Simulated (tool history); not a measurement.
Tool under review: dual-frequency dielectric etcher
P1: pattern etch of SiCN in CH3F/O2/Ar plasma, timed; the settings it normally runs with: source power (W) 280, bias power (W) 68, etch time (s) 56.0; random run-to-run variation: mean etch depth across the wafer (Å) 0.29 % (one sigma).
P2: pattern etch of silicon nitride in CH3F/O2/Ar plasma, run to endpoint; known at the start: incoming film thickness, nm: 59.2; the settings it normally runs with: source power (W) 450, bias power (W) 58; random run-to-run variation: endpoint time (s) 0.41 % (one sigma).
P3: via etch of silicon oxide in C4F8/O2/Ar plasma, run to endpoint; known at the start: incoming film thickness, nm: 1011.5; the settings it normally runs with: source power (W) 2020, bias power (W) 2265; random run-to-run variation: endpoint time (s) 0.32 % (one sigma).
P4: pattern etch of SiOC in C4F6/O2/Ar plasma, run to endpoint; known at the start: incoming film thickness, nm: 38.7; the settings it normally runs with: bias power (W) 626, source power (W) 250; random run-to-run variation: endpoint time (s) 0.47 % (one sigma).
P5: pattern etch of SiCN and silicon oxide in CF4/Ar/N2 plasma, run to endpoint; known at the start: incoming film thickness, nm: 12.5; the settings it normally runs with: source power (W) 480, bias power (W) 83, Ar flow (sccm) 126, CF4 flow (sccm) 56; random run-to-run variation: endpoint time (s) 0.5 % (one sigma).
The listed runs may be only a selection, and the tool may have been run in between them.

run	hour	process that ran	source power (W)	bias power (W)	etch time (s)	Ar flow (sccm)	CF4 flow (sccm)	hours since the last wet clean	hours since the last source power generator calibration	hours since the last bias power generator calibration	mean etch depth across the wafer (Å)	endpoint time (s)
1	6.1	P1	280	68	56.0			73.7	806.0	1669.6	178.890	
2	11.4	P1	280	68	56.0			79.0	811.3	1674.9	178.550	
3	15.9	P1	280	68	56.0			83.5	815.8	1679.4	179.450	
4	22.0	P1	280	68	56.0			89.6	821.9	1685.5	179.850	
5	29.1	P1	280	53	56.0			96.7	829.0	1692.6	164.920	
6	35.7	P1	280	87	34.0			103.3	835.6	1699.2	119.870	
7	40.3	P1	280	68	72.5			107.9	840.2	1703.8	232.110	
8	48.2	P4	200	626				115.8	848.1	1711.7		15.664
9	54.2	P3	2020	2265				121.8	854.1	1717.7		192.910
10	60.3	P1	280	91	56.0			127.9	860.2	1723.8	199.200	
11	65.5	P5	320	83		126	56	133.1	865.4	1729.0		20.206
12	73.4	P3	2020	2265				141.0	873.3	1736.9		192.480
13	78.4	P5	480	83		84	56	146.0	878.3	1741.9		13.296
14	84.3	P3	2810	2265				151.9	884.2	1747.8		168.780
15	90.2	P1	280	68	56.0			157.8	890.1	1753.7	179.100	
16	95.8	P5	480	83		126	40	163.4	895.7	1759.3		14.882
17	101.1	P1	380	68	56.0			168.7	901.0	1764.6	202.630	
18	108.7	P2	280	58				176.3	908.6	1772.2		103.410
19	112.8	P1	280	68	36.0			180.4	912.7	1776.3	115.520	
20	121.4	P5	480	83		126	56	189.0	921.3	1784.9		14.125
21	128.4	P3	2020	2687				196.0	928.3	1791.9		182.220
22	133.4	P1	280	68	56.0			201.0	933.3	1796.9	179.890	
23	142.0	P5	480	83		126	56	209.6	941.9	1805.5		14.134
24	149.0	P4	250	626				216.6	948.9	1812.5		14.400
25	155.5	P1	220	45	56.0			223.1	955.4	1819.0	141.960	
26	162.2	P2	450	58				229.8	962.1	1825.7		85.419
27	170.0	P4	250	420				237.6	969.9	1833.5		16.974
28	175.4	P1	280	49	32.0			243.0	975.3	1838.9	91.536	
# hour 182.1: wet clean of the chamber
29	183.1	P2	450	78				1.0	983.0	1846.6		77.398
30	189.6	P4	250	626				7.5	989.5	1853.1		14.345
31	197.2	P5	480	66		126	56	15.1	997.1	1860.7		15.448
32	202.3	P1	190	68	56.0			20.2	1002.2	1865.8	155.830	
33	206.4	P1	280	68	56.0			24.3	1006.3	1869.9	179.270	
34	210.6	P1	280	68	56.0			28.5	1010.5	1874.1	180.790	
35	216.6	P1	280	68	56.0			34.5	1016.5	1880.1	180.610	
36	223.8	P1	280	68	56.0			41.7	1023.7	1887.3	181.740	
37	230.5	P1	280	68	56.0			48.4	1030.4	1894.0	182.470	
# hour 233.8: wet clean of the chamber
38	236.5	P1	280	68	56.0			2.7	1036.4	1900.0	182.110	
39	245.0	P1	280	68	56.0			11.2	1044.9	1908.5	183.060	

Compared with where it was, what P1 gives has crept away. Each cause listed below fits the log as well as the rest, at the size given for it:
A: bias power that arrives over what is set, % = 4.48
B: source power that arrives over what is set, % = 4.3
The gradual shift began around hour 206.4.
All other causes, with the reason each is excluded:
chamber walls in a state that raises the etch rate, %: serviced at hour 233.8, after the drift had started, without restoring the earlier output

You are offered 4 check runs, listed below with question marks in place of their results; each one averages 3 wafers. Which run separates the listed causes by giving clearly different results for each?
check 1	253.5	P2	450	58								?
check 2	253.5	P3	2020	2265								?
check 3	253.5	P4	250	626								?
check 4	253.5	P5	480	83		126	56					?

What every check run would give for each of its results, assuming each possible cause in turn:
check	result	if A	if B
check 1	endpoint time (s)	84.591	84.416
check 2	endpoint time (s)	190.150	189.430
check 3	endpoint time (s)	14.193	14.221
check 4	endpoint time (s)	13.930	13.649
Gap, in per cent, between the two causes that each check separates least, read from the result that separates them most: check 1 0.21 %; check 2 0.38 %; check 3 0.2 %; check 4 2.04 %
Of the check runs offered, only check 4 discriminates between the causes; the rest would read about the same regardless of which cause applies.

The results of check 4 are: endpoint time (s) 13.930. Based on these, which of the listed causes is it?

The cause is A: bias power that arrives over what is set, %.
